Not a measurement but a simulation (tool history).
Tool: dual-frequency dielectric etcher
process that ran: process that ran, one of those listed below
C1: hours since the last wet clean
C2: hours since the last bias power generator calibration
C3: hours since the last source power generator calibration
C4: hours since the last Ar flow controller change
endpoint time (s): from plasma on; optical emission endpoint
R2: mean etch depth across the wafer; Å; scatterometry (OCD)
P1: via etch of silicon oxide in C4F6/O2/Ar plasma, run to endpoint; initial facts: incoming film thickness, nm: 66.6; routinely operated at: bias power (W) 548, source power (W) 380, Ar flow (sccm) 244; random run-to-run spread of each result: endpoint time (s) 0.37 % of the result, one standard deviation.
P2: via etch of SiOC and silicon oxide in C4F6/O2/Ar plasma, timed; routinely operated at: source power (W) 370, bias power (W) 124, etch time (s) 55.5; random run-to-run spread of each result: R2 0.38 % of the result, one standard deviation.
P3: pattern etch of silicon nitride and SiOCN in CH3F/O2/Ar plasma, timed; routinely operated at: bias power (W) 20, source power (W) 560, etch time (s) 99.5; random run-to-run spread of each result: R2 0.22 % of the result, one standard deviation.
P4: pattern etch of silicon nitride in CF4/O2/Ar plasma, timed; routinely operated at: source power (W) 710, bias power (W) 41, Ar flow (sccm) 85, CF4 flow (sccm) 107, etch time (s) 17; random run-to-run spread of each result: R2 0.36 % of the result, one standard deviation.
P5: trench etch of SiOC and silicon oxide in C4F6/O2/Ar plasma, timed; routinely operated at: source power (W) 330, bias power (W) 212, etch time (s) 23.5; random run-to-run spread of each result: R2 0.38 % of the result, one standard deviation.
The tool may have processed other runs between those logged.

{"run": 1, "hour": 3.7, "process that ran": "P1", "bias power (W)": 548, "source power (W)": 380, "Ar flow (sccm)": 244, "C1": 212.9, "C2": 477.1, "C3": 567.7, "C4": 923.9, "endpoint time (s)": 14.122}
{"run": 2, "hour": 6.8, "process that ran": "P3", "bias power (W)": 24, "source power (W)": 560, "etch time (s)": 99.5, "C1": 216, "C2": 480.2, "C3": 570.8, "C4": 927, "R2": 157.08}
{"run": 3, "hour": 11.0, "process that ran": "P5", "bias power (W)": 212, "source power (W)": 230, "etch time (s)": 23.5, "C1": 220.2, "C2": 484.4, "C3": 575, "C4": 931.2, "R2": 401.63}
{"run": 4, "hour": 17.4, "process that ran": "P5", "bias power (W)": 212, "source power (W)": 330, "etch time (s)": 23.5, "C1": 226.6, "C2": 490.8, "C3": 581.4, "C4": 937.6, "R2": 460.88}
{"run": 5, "hour": 22.1, "process that ran": "P4", "bias power (W)": 41, "source power (W)": 710, "Ar flow (sccm)": 85, "etch time (s)": 17, "CF4 flow (sccm)": 77, "C1": 231.3, "C2": 495.5, "C3": 586.1, "C4": 942.3, "R2": 411.84}
{"run": 6, "hour": 26.5, "process that ran": "P1", "bias power (W)": 548, "source power (W)": 380, "Ar flow (sccm)": 299, "C1": 235.7, "C2": 499.9, "C3": 590.5, "C4": 946.7, "endpoint time (s)": 14.452}
{"run": 7, "hour": 29.3, "process that ran": "P5", "bias power (W)": 212, "source power (W)": 330, "etch time (s)": 13, "C1": 238.5, "C2": 502.7, "C3": 593.3, "C4": 949.5, "R2": 254.22}
{"run": 8, "hour": 32.7, "process that ran": "P1", "bias power (W)": 702, "source power (W)": 540, "Ar flow (sccm)": 244, "C1": 241.9, "C2": 506.1, "C3": 596.7, "C4": 952.9, "endpoint time (s)": 11.37}
{"run": 9, "hour": 38.7, "process that ran": "P1", "bias power (W)": 422, "source power (W)": 380, "Ar flow (sccm)": 244, "C1": 247.9, "C2": 512.1, "C3": 602.7, "C4": 958.9, "endpoint time (s)": 15.68}
{"run": 10, "hour": 42.8, "process that ran": "P1", "bias power (W)": 720, "source power (W)": 380, "Ar flow (sccm)": 244, "C1": 252, "C2": 516.2, "C3": 606.8, "C4": 963, "endpoint time (s)": 12.725}
{"run": 11, "hour": 45.9, "process that ran": "P4", "bias power (W)": 41, "source power (W)": 710, "Ar flow (sccm)": 85, "etch time (s)": 22.5, "CF4 flow (sccm)": 107, "C1": 255.1, "C2": 519.3, "C3": 609.9, "C4": 966.1, "R2": 571.95}
{"run": 12, "hour": 49.3, "process that ran": "P1", "bias power (W)": 548, "source power (W)": 380, "Ar flow (sccm)": 196, "C1": 258.5, "C2": 522.7, "C3": 613.3, "C4": 969.5, "endpoint time (s)": 13.888}
{"hour": 51.7, "done": "Ar flow controller replaced"}
{"run": 13, "hour": 52.4, "process that ran": "P2", "bias power (W)": 162, "source power (W)": 370, "etch time (s)": 55.5, "C1": 261.6, "C2": 525.8, "C3": 616.4, "C4": 0.7, "R2": 579.24}
{"run": 14, "hour": 55.7, "process that ran": "P4", "bias power (W)": 29, "source power (W)": 710, "Ar flow (sccm)": 85, "etch time (s)": 17, "CF4 flow (sccm)": 107, "C1": 264.9, "C2": 529.1, "C3": 619.7, "C4": 4, "R2": 384.85}
{"run": 15, "hour": 60.9, "process that ran": "P1", "bias power (W)": 548, "source power (W)": 380, "Ar flow (sccm)": 244, "C1": 270.1, "C2": 534.3, "C3": 624.9, "C4": 9.2, "endpoint time (s)": 14.135}
{"run": 16, "hour": 64.0, "process that ran": "P3", "bias power (W)": 20, "source power (W)": 560, "etch time (s)": 54.5, "C1": 273.2, "C2": 537.4, "C3": 628, "C4": 12.3, "R2": 79.855}
{"run": 17, "hour": 69.6, "process that ran": "P1", "bias power (W)": 548, "source power (W)": 490, "Ar flow (sccm)": 244, "C1": 278.8, "C2": 543, "C3": 633.6, "C4": 17.9, "endpoint time (s)": 12.906}
{"run": 18, "hour": 75.7, "process that ran": "P4", "bias power (W)": 41, "source power (W)": 710, "Ar flow (sccm)": 100, "etch time (s)": 17, "CF4 flow (sccm)": 107, "C1": 284.9, "C2": 549.1, "C3": 639.7, "C4": 24, "R2": 420.28}
{"run": 19, "hour": 80.2, "process that ran": "P1", "bias power (W)": 548, "source power (W)": 270, "Ar flow (sccm)": 244, "C1": 289.4, "C2": 553.6, "C3": 644.2, "C4": 28.5, "endpoint time (s)": 16.112}
{"run": 20, "hour": 83.7, "process that ran": "P4", "bias power (W)": 41, "source power (W)": 470, "Ar flow (sccm)": 85, "etch time (s)": 17, "CF4 flow (sccm)": 107, "C1": 292.9, "C2": 557.1, "C3": 647.7, "C4": 32, "R2": 300.86}
{"run": 21, "hour": 89.1, "process that ran": "P2", "bias power (W)": 124, "source power (W)": 370, "etch time (s)": 55.5, "C1": 298.3, "C2": 562.5, "C3": 653.1, "C4": 37.4, "R2": 532.37}
{"run": 22, "hour": 92.5, "process that ran": "P5", "bias power (W)": 161, "source power (W)": 330, "etch time (s)": 23.5, "C1": 301.7, "C2": 565.9, "C3": 656.5, "C4": 40.8, "R2": 420.57}
{"run": 23, "hour": 98.9, "process that ran": "P3", "bias power (W)": 20, "source power (W)": 560, "etch time (s)": 99.5, "C1": 308.1, "C2": 572.3, "C3": 662.9, "C4": 47.2, "R2": 145}
{"run": 24, "hour": 103.6, "process that ran": "P4", "bias power (W)": 41, "source power (W)": 710, "Ar flow (sccm)": 85, "etch time (s)": 17, "CF4 flow (sccm)": 107, "C1": 312.8, "C2": 577, "C3": 667.6, "C4": 51.9, "R2": 432.8}
{"run": 25, "hour": 108.6, "process that ran": "P3", "bias power (W)": 20, "source power (W)": 790, "etch time (s)": 99.5, "C1": 317.8, "C2": 582, "C3": 672.6, "C4": 56.9, "R2": 165.12}
{"run": 26, "hour": 113.5, "process that ran": "P1", "bias power (W)": 548, "source power (W)": 380, "Ar flow (sccm)": 244, "C1": 322.7, "C2": 586.9, "C3": 677.5, "C4": 61.8, "endpoint time (s)": 14.223}

Run 27 comes next. What will it give?
{"run": 27, "hour": 118.7, "process that ran": "P2", "bias power (W)": 124, "source power (W)": 370, "etch time (s)": 30.5, "C1": 327.9, "C2": 592.1, "C3": 682.7, "C4": 67, "R2": "?"}

{"run 27": {"R2": 291.14}}

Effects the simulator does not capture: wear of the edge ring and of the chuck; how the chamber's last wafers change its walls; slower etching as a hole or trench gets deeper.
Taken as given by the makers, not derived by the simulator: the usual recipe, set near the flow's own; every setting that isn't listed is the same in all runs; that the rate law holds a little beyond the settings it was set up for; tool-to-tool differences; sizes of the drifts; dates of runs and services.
